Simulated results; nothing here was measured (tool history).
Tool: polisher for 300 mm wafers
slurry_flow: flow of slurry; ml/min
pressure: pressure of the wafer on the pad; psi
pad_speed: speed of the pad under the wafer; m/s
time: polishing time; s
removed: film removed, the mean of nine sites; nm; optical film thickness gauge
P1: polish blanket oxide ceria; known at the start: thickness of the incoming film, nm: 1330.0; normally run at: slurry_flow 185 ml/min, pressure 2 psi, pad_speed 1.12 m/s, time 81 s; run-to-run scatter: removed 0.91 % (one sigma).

run   hour  slurry_flow  pressure  pad_speed  time  wafers polished on this pad  hours since the slurry nozzle was cleaned  hours since the head pressure was calibrated  removed
  1    8.8          185         2       1.12    81                          357                                      302.6                                         350.5   280.18
  2   24.7          185       2.9       1.38    81                          525                                      318.5                                         366.4   501.45
  3   33.1          110         2       1.12    81                          614                                      326.9                                         374.8   257.47
  4   40.9          245         2       1.12    81                          697                                      334.7                                         382.6    285.2
  5     58          185         2       1.48    60                          878                                      351.8                                         399.7   276.29
  6   70.9          185         2       1.76    81                         1015                                      364.7                                         412.6   435.91
  7   87.2          185         2       1.12    38                         1188                                        381                                         428.9   131.43
  8    104          185         2       1.12    81                         1366                                      397.8                                         445.7   276.32
  9    121          185         3       1.12    81                         1546                                      414.8                                         462.7   424.27
 10  131.7          185       1.1       1.12    81                         1660                                      425.5                                         473.4   153.83
 11    145          185         2       1.12    81                         1801                                      438.8                                         486.7   284.33
 12  153.5          185         2       1.12    81                         1891                                      447.3                                         495.2   280.04
 13  168.4          185         2       1.12    81                         2049                                      462.2                                         510.1   280.69
 14  178.1          185         2       1.12   115                         2152                                      471.9                                         519.8   400.86
 15  187.9          185         2        0.5    81                         2256                                      481.7                                         529.6   125.09
 16    198          185         2       1.12    81                         2363                                      491.8                                         539.7   283.96
 17  213.3          185         2       1.12    81                         2525                                      507.1                                           555   272.16
 18  223.3          185         2       1.12    81                         2631                                      517.1                                           565   268.39
 19    233          185         2       1.12    81                         2734                                      526.8                                         574.7   263.49
 20  244.1          185         2       1.12    81                         2852                                      537.9                                         585.8   266.46
 21  259.6          185         2       1.12    81                         3016                                      553.4                                         601.3   257.15
 22  273.6          185         2       1.12    81                         3165                                      567.4                                         615.3    260.6

Forecast run 23:
 23  283.7          185         2       1.12    81                         3272                                      577.5                                         625.4        ?

removed: 255.18 nm
